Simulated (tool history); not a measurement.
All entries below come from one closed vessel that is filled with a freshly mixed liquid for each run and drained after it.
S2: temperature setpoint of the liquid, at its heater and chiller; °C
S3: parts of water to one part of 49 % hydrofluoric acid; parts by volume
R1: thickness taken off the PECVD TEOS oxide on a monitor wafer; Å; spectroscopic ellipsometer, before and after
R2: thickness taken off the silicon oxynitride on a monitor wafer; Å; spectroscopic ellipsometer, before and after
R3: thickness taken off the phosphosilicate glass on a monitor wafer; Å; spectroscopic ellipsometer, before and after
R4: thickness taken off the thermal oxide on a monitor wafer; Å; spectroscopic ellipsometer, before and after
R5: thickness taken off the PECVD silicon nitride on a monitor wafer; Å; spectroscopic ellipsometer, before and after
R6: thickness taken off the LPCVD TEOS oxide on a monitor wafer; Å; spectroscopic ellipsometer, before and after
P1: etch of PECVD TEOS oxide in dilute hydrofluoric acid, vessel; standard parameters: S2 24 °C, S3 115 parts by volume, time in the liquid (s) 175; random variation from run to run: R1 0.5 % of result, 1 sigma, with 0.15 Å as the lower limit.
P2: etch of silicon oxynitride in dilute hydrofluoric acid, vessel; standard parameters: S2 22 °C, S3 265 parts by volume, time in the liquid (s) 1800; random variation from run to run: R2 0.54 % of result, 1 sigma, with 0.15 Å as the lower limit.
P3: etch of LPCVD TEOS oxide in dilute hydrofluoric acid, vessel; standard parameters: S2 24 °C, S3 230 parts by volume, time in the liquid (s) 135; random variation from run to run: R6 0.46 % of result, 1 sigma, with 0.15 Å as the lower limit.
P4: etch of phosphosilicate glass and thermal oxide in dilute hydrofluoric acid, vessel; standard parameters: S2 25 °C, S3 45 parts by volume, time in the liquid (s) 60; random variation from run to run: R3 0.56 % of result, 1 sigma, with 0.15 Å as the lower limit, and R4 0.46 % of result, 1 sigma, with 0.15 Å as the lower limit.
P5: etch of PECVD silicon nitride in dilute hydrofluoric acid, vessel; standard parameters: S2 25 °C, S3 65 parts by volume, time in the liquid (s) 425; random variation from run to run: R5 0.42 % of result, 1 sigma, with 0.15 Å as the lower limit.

Run 1, hour 8.5: process that ran P1, S2 24 °C, S3 115 parts by volume, time in the liquid (s) 175. Result: R1 252.11 Å.
Run 2, hour 17.1: process that ran P1, S2 24 °C, S3 115 parts by volume, time in the liquid (s) 175. Result: R1 251.24 Å.
Run 3, hour 23.9: process that ran P1, S2 24 °C, S3 215 parts by volume, time in the liquid (s) 175. Result: R1 120.17 Å.
Run 4, hour 28.4: process that ran P2, S2 27.5 °C, S3 265 parts by volume, time in the liquid (s) 1800. Result: R2 102.66 Å.
Run 5, hour 38: process that ran P1, S2 24 °C, S3 115 parts by volume, time in the liquid (s) 175. Result: R1 251.18 Å.
Run 6, hour 44.2: process that ran P1, S2 18 °C, S3 115 parts by volume, time in the liquid (s) 175. Result: R1 196.79 Å.
Run 7, hour 48.5: process that ran P4, S2 25 °C, S3 45 parts by volume, time in the liquid (s) 110. Result: R3 2750.5 Å, R4 123.9 Å.
Run 8, hour 57: process that ran P2, S2 22 °C, S3 265 parts by volume, time in the liquid (s) 1800. Result: R2 81.187 Å.
Run 9, hour 63.4: process that ran P1, S2 24 °C, S3 55 parts by volume, time in the liquid (s) 175. Result: R1 565.28 Å.
Run 10, hour 68.2: process that ran P5, S2 25 °C, S3 65 parts by volume, time in the liquid (s) 425. Result: R5 271.99 Å.
Run 11, hour 73.4: process that ran P3, S2 28 °C, S3 230 parts by volume, time in the liquid (s) 135. Result: R6 206.76 Å.
Run 12, hour 79.5: process that ran P1, S2 24 °C, S3 115 parts by volume, time in the liquid (s) 325. Result: R1 468.28 Å.
Run 13, hour 87.8: process that ran P2, S2 22 °C, S3 265 parts by volume, time in the liquid (s) 1800. Result: R2 80.273 Å.
Run 14, hour 96.4: process that ran P2, S2 22 °C, S3 265 parts by volume, time in the liquid (s) 3500. Result: R2 157.44 Å.
Run 15, hour 104.9: process that ran P3, S2 24 °C, S3 420 parts by volume, time in the liquid (s) 135. Result: R6 81.673 Å.
At hour 111.3: hydrofluoric acid flow meter replaced.
Run 16, hour 114.6: process that ran P3, S2 24 °C, S3 230 parts by volume, time in the liquid (s) 135. Result: R6 179.8 Å.
Run 17, hour 122: process that ran P1, S2 24 °C, S3 115 parts by volume, time in the liquid (s) 30. Result: R1 43.079 Å.
Run 18, hour 128.2: process that ran P1, S2 24 °C, S3 115 parts by volume, time in the liquid (s) 175. Result: R1 250.8 Å.
Run 19, hour 137.1: process that ran P5, S2 17.5 °C, S3 65 parts by volume, time in the liquid (s) 425. Result: R5 161.31 Å.
Run 20, hour 143.3: process that ran P5, S2 25 °C, S3 65 parts by volume, time in the liquid (s) 190. Result: R5 121.26 Å.
Run 21, hour 149.5: process that ran P1, S2 29 °C, S3 115 parts by volume, time in the liquid (s) 85. Result: R1 146.34 Å.
Run 22, hour 157.9: process that ran P5, S2 25 °C, S3 20 parts by volume, time in the liquid (s) 425. Result: R5 850.56 Å.
Run 23, hour 162.4: process that ran P3, S2 24 °C, S3 230 parts by volume, time in the liquid (s) 260. Result: R6 347.93 Å.
Run 24, hour 171.7: process that ran P1, S2 32 °C, S3 115 parts by volume, time in the liquid (s) 175. Result: R1 342.4 Å.
Run 25, hour 176.3: process that ran P4, S2 25 °C, S3 45 parts by volume, time in the liquid (s) 60. Result: R3 1518.7 Å, R4 67.51 Å.
Run 26, hour 185.3: process that ran P4, S2 25 °C, S3 45 parts by volume, time in the liquid (s) 60. Result: R3 1507.4 Å, R4 67.372 Å.
Run 27, hour 193.9: process that ran P4, S2 31 °C, S3 45 parts by volume, time in the liquid (s) 60. Result: R3 1918.6 Å, R4 86.025 Å.
Run 28, hour 202.6: process that ran P2, S2 22 °C, S3 140 parts by volume, time in the liquid (s) 1800. Result: R2 167.13 Å.
Run 29, hour 211.5: process that ran P4, S2 25 °C, S3 20 parts by volume, time in the liquid (s) 60. Result: R3 3533.5 Å, R4 157.19 Å.
Run 30, hour 218.1: process that ran P1, S2 24 °C, S3 115 parts by volume, time in the liquid (s) 175. Result: R1 251.84 Å.
Run 31, hour 226.9: process that ran P1, S2 24 °C, S3 115 parts by volume, time in the liquid (s) 175. Result: R1 242.81 Å.
Run 32, hour 235.4: process that ran P1, S2 24 °C, S3 115 parts by volume, time in the liquid (s) 175. Result: R1 239.94 Å.
Run 33, hour 239.6: process that ran P1, S2 24 °C, S3 115 parts by volume, time in the liquid (s) 175. Result: R1 238.75 Å.
Run 34, hour 244.9: process that ran P1, S2 24 °C, S3 115 parts by volume, time in the liquid (s) 175. Result: R1 237.27 Å.
Run 35, hour 253.9: process that ran P1, S2 24 °C, S3 115 parts by volume, time in the liquid (s) 175. Result: R1 236.89 Å.
Run 36, hour 260.5: process that ran P1, S2 24 °C, S3 115 parts by volume, time in the liquid (s) 175. Result: R1 235.98 Å.
Run 37, hour 267.3: process that ran P1, S2 24 °C, S3 115 parts by volume, time in the liquid (s) 175. Result: R1 236.98 Å.
Run 38, hour 276.3: process that ran P1, S2 24 °C, S3 115 parts by volume, time in the liquid (s) 175. Result: R1 236.59 Å.

Something has made what P1 gives creep away from where it was; the 2 causes below, each at its own stated size, fit the log equally well:
A: hydrofluoric acid flow below the setpoint (%) = 4.85
B: liquid colder than its thermometer reads (K) = 1.44
The onset of the drift is placed at about hour 218.1.

Below are 4 check runs, each on a single wafer, with their results shown as question marks. Which of them would tell the listed causes apart, meaning the causes would give clearly different results under it?
Run check 1, hour 285.3: process that ran P3, S2 24 °C, S3 230 parts by volume, time in the liquid (s) 135. Result: R6 ?.
Run check 2, hour 285.3: process that ran P4, S2 25 °C, S3 45 parts by volume, time in the liquid (s) 60. Result: R3 ?, R4 ?.
Run check 3, hour 285.3: process that ran P2, S2 22 °C, S3 265 parts by volume, time in the liquid (s) 1800. Result: R2 ?.
Run check 4, hour 285.3: process that ran P5, S2 25 °C, S3 65 parts by volume, time in the liquid (s) 425. Result: R5 ?.

Expected result of each check under each candidate cause:
  check  result    if A    if B
check 1      R6  168.61  170.16
check 2      R3  1439.3  1429.9
check 2      R4   64.05  63.628
check 3      R2  76.265  75.855
check 4      R5  257.63  245.73
How far apart the two closest causes lie, in the result that separates them most: check 1 0.92 %; check 2 0.66 %; check 3 0.54 %; check 4 4.73 %
Only in check 4 would the causes give clearly different results; in the remaining checks their results would be nearly the same.

Then check 4 was run and gave: R5 245.12 Å. Which cause is it?

B is the cause: liquid colder than its thermometer reads (K).
